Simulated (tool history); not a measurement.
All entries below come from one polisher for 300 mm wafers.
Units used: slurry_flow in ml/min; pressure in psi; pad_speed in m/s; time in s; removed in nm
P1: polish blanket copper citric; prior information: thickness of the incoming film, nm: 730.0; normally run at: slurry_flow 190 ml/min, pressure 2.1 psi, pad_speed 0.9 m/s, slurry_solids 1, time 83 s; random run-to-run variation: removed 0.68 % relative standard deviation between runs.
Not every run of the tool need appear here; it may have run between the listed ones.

run,hour,slurry_flow,pressure,pad_speed,slurry_solids,time,wafers polished on this pad,hours since the slurry nozzle was cleaned,hours since the head pressure was calibrated,hours since the slurry blender was calibrated,removed
1,13.5,190,2.1,0.9,1,83,549,98.6,201.7,198.9,103.04
2,27.2,190,2.1,0.9,1.2,83,696,112.3,215.4,212.6,108.04
3,39.3,190,2.1,0.9,1,83,826,124.4,227.5,224.7,104.88
4,48.4,190,3.3,0.9,1,83,924,133.5,236.6,233.8,161.07
# hour 56.2: head pressure recalibrated
5,57.1,190,2.1,1.2,1,83,1017,142.2,0.9,242.5,139.12
6,71.5,295,2.1,0.9,1,83,1172,156.6,15.3,256.9,110.33
7,83.6,190,2.1,0.9,1,83,1301,168.7,27.4,269,103.86
8,97.2,130,2.1,0.9,1,83,1447,182.3,41,282.6,98.825
9,107.1,190,2.1,0.9,1,83,1554,192.2,50.9,292.5,104.6
10,118.6,190,1,0.9,0.65,83,1677,203.7,62.4,304,47.462
11,125.9,190,2.1,0.9,1,130,1755,211,69.7,311.3,161.83
12,134.9,190,2.1,0.9,1,37,1852,220,78.7,320.3,46.676
13,142,190,2.1,0.9,1,83,1928,227.1,85.8,327.4,104.47
14,150.1,190,1.3,0.9,1,83,2015,235.2,93.9,335.5,65.844
15,160.7,190,2.1,0.9,0.55,83,2129,245.8,104.5,346.1,92.662
16,172.9,190,2.1,0.4,1,83,2260,258,116.7,358.3,48.636
17,183.5,190,2.1,0.9,1,83,2374,268.6,127.3,368.9,103.98
18,197.6,190,2.1,0.9,1,83,2525,282.7,141.4,383,100.59

What does the tool deliver on the next run?
19,210.1,190,2.1,0.9,1,83,2659,295.2,153.9,395.5,?

{"run 19": {"removed": 98.39}}

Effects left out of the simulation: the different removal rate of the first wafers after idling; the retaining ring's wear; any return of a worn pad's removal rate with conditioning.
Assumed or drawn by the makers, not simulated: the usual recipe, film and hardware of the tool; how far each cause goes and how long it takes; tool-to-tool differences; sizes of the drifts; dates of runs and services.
